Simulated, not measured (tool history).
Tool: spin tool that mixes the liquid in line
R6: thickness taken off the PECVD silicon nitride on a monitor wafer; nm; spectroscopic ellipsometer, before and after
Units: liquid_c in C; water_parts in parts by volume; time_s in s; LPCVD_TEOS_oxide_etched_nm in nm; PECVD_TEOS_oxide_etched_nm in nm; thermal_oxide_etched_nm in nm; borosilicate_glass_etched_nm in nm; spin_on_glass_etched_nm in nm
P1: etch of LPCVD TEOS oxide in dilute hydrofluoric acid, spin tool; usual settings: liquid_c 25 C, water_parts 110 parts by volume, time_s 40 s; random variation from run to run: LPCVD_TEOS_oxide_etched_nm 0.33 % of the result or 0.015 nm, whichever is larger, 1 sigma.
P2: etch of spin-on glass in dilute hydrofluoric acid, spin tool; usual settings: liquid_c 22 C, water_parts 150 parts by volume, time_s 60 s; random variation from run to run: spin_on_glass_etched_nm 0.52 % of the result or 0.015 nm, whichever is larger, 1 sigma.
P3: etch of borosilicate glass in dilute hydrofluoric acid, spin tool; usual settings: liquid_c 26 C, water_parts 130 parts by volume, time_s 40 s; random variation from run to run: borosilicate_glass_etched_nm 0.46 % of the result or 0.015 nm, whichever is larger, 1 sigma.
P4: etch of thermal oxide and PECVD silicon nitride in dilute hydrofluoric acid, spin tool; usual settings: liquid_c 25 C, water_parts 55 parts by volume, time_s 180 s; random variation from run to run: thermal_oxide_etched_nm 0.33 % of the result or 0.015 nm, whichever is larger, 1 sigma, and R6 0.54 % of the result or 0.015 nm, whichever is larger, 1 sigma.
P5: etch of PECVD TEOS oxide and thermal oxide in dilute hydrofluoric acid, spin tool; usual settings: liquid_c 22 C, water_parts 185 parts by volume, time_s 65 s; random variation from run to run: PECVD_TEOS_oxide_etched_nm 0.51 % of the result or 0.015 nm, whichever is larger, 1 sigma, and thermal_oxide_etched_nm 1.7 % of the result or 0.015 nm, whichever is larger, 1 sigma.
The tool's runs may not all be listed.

{"run": 1, "hour": 8.0, "process": "P1", "liquid_c": 25, "water_parts": 110, "time_s": 40, "LPCVD_TEOS_oxide_etched_nm": 18.832}
{"run": 2, "hour": 20.9, "process": "P5", "liquid_c": 22, "water_parts": 185, "time_s": 65, "PECVD_TEOS_oxide_etched_nm": 5.903, "thermal_oxide_etched_nm": 1.5188}
{"run": 3, "hour": 37.1, "process": "P3", "liquid_c": 30, "water_parts": 130, "time_s": 40, "borosilicate_glass_etched_nm": 9.6929}
{"run": 4, "hour": 50.0, "process": "P3", "liquid_c": 26, "water_parts": 240, "time_s": 40, "borosilicate_glass_etched_nm": 3.9895}
{"run": 5, "hour": 60.5, "process": "P1", "liquid_c": 25, "water_parts": 110, "time_s": 40, "LPCVD_TEOS_oxide_etched_nm": 18.719}
{"run": 6, "hour": 74.7, "process": "P5", "liquid_c": 22, "water_parts": 185, "time_s": 125, "PECVD_TEOS_oxide_etched_nm": 11.378, "thermal_oxide_etched_nm": 2.824}
{"run": 7, "hour": 85.2, "process": "P1", "liquid_c": 25, "water_parts": 110, "time_s": 40, "LPCVD_TEOS_oxide_etched_nm": 18.791}
{"run": 8, "hour": 93.6, "process": "P1", "liquid_c": 20, "water_parts": 110, "time_s": 40, "LPCVD_TEOS_oxide_etched_nm": 15.316}
{"run": 9, "hour": 103.1, "process": "P1", "liquid_c": 25, "water_parts": 110, "time_s": 40, "LPCVD_TEOS_oxide_etched_nm": 18.685}
{"run": 10, "hour": 112.5, "process": "P1", "liquid_c": 25, "water_parts": 110, "time_s": 40, "LPCVD_TEOS_oxide_etched_nm": 18.714}
{"run": 11, "hour": 121.4, "process": "P2", "liquid_c": 22, "water_parts": 150, "time_s": 90, "spin_on_glass_etched_nm": 11.644}
{"run": 12, "hour": 138.0, "process": "P2", "liquid_c": 22, "water_parts": 150, "time_s": 60, "spin_on_glass_etched_nm": 7.7797}
{"run": 13, "hour": 151.8, "process": "P1", "liquid_c": 25, "water_parts": 180, "time_s": 40, "LPCVD_TEOS_oxide_etched_nm": 10.566}
{"run": 14, "hour": 166.0, "process": "P1", "liquid_c": 25, "water_parts": 110, "time_s": 20, "LPCVD_TEOS_oxide_etched_nm": 9.4069}
{"run": 15, "hour": 176.7, "process": "P3", "liquid_c": 26, "water_parts": 130, "time_s": 40, "borosilicate_glass_etched_nm": 8.3399}
{"run": 16, "hour": 191.3, "process": "P1", "liquid_c": 33, "water_parts": 110, "time_s": 40, "LPCVD_TEOS_oxide_etched_nm": 25.17}
{"run": 17, "hour": 200.6, "process": "P3", "liquid_c": 26, "water_parts": 130, "time_s": 80, "borosilicate_glass_etched_nm": 16.593}
{"run": 18, "hour": 212.4, "process": "P4", "liquid_c": 18, "water_parts": 55, "time_s": 180, "thermal_oxide_etched_nm": 12.114, "R6": 5.0486}
{"hour": 225.4, "done": "hydrofluoric acid flow meter replaced"}
{"run": 19, "hour": 227.5, "process": "P4", "liquid_c": 25, "water_parts": 20, "time_s": 180, "thermal_oxide_etched_nm": 47.081, "R6": 21.661}
{"run": 20, "hour": 243.2, "process": "P4", "liquid_c": 25, "water_parts": 55, "time_s": 350, "thermal_oxide_etched_nm": 31.609, "R6": 15.782}
{"run": 21, "hour": 251.5, "process": "P4", "liquid_c": 25, "water_parts": 55, "time_s": 180, "thermal_oxide_etched_nm": 16.276, "R6": 8.1026}
{"run": 22, "hour": 260.5, "process": "P1", "liquid_c": 25, "water_parts": 30, "time_s": 40, "LPCVD_TEOS_oxide_etched_nm": 76.819}
{"run": 23, "hour": 275.7, "process": "P5", "liquid_c": 22, "water_parts": 295, "time_s": 65, "PECVD_TEOS_oxide_etched_nm": 3.2914, "thermal_oxide_etched_nm": 0.82857}
{"run": 24, "hour": 287.0, "process": "P1", "liquid_c": 33, "water_parts": 30, "time_s": 40, "LPCVD_TEOS_oxide_etched_nm": 105.3}
{"run": 25, "hour": 295.6, "process": "P5", "liquid_c": 18, "water_parts": 185, "time_s": 65, "PECVD_TEOS_oxide_etched_nm": 5.0284, "thermal_oxide_etched_nm": 1.2894}
{"run": 26, "hour": 311.9, "process": "P2", "liquid_c": 29.5, "water_parts": 150, "time_s": 60, "spin_on_glass_etched_nm": 10.108}
{"run": 27, "hour": 323.8, "process": "P2", "liquid_c": 22, "water_parts": 270, "time_s": 60, "spin_on_glass_etched_nm": 3.8582}
{"run": 28, "hour": 338.4, "process": "P1", "liquid_c": 25, "water_parts": 110, "time_s": 40, "LPCVD_TEOS_oxide_etched_nm": 18.782}
{"run": 29, "hour": 346.8, "process": "P1", "liquid_c": 25, "water_parts": 110, "time_s": 80, "LPCVD_TEOS_oxide_etched_nm": 37.539}
{"run": 30, "hour": 363.1, "process": "P4", "liquid_c": 25, "water_parts": 55, "time_s": 180, "thermal_oxide_etched_nm": 16.255, "R6": 8.0945}
{"run": 31, "hour": 372.5, "process": "P1", "liquid_c": 25, "water_parts": 110, "time_s": 40, "LPCVD_TEOS_oxide_etched_nm": 18.742}
{"run": 32, "hour": 386.2, "process": "P1", "liquid_c": 25, "water_parts": 110, "time_s": 40, "LPCVD_TEOS_oxide_etched_nm": 19.161}
{"run": 33, "hour": 403.7, "process": "P1", "liquid_c": 25, "water_parts": 110, "time_s": 40, "LPCVD_TEOS_oxide_etched_nm": 19.54}
{"run": 34, "hour": 418.0, "process": "P1", "liquid_c": 25, "water_parts": 110, "time_s": 40, "LPCVD_TEOS_oxide_etched_nm": 19.594}
{"run": 35, "hour": 433.4, "process": "P1", "liquid_c": 25, "water_parts": 110, "time_s": 40, "LPCVD_TEOS_oxide_etched_nm": 19.798}
{"run": 36, "hour": 448.4, "process": "P1", "liquid_c": 25, "water_parts": 110, "time_s": 40, "LPCVD_TEOS_oxide_etched_nm": 19.827}
{"run": 37, "hour": 464.3, "process": "P1", "liquid_c": 25, "water_parts": 110, "time_s": 40, "LPCVD_TEOS_oxide_etched_nm": 19.924}
{"run": 38, "hour": 473.9, "process": "P1", "liquid_c": 25, "water_parts": 110, "time_s": 40, "LPCVD_TEOS_oxide_etched_nm": 20.005}
{"run": 39, "hour": 489.5, "process": "P1", "liquid_c": 25, "water_parts": 110, "time_s": 40, "LPCVD_TEOS_oxide_etched_nm": 19.948}
{"run": 40, "hour": 505.4, "process": "P1", "liquid_c": 25, "water_parts": 110, "time_s": 40, "LPCVD_TEOS_oxide_etched_nm": 20.062}

What P1 gives has crept away from where it was. These 2 causes fit the log equally well, each at the size given:
A: liquid hotter than its thermometer reads (K) = 1.58
B: hydrofluoric acid flow above the setpoint (%) = 5.53
The creep began at about hour 372.5.

4 check runs are offered, one wafer each, their results left as question marks. Which one tells the causes apart?
{"run": "check 1", "hour": 521.3, "process": "P3", "liquid_c": 26, "water_parts": 130, "time_s": 40, "borosilicate_glass_etched_nm": "?"}
{"run": "check 2", "hour": 521.3, "process": "P5", "liquid_c": 22, "water_parts": 185, "time_s": 65, "PECVD_TEOS_oxide_etched_nm": "?", "thermal_oxide_etched_nm": "?"}
{"run": "check 3", "hour": 521.3, "process": "P2", "liquid_c": 22, "water_parts": 150, "time_s": 60, "spin_on_glass_etched_nm": "?"}
{"run": "check 4", "hour": 521.3, "process": "P4", "liquid_c": 25, "water_parts": 55, "time_s": 180, "thermal_oxide_etched_nm": "?", "R6": "?"}

What each check would give under each cause:
check=check_1 result=borosilicate_glass_etched_nm if_A=8.8188 if_B=8.842
check=check_2 result=PECVD_TEOS_oxide_etched_nm if_A=6.2649 if_B=6.2915
check=check_2 result=thermal_oxide_etched_nm if_A=1.556 if_B=1.5626
check=check_3 result=spin_on_glass_etched_nm if_A=8.2357 if_B=8.2464
check=check_4 result=thermal_oxide_etched_nm if_A=17.324 if_B=17.218
check=check_4 result=R6 if_A=9.0403 if_B=8.5816
How far apart the two closest causes lie, in the result that separates them most: check 1 0.26 %; check 2 0.42 %; check 3 0.13 %; check 4 5.21 %
Only check 4 tells the causes apart: in the others they would give nearly the same result.

Then check 4 was run and gave: thermal_oxide_etched_nm 17.243 nm; R6 8.6667 nm. Which cause is it?

It is B: hydrofluoric acid flow above the setpoint (%).
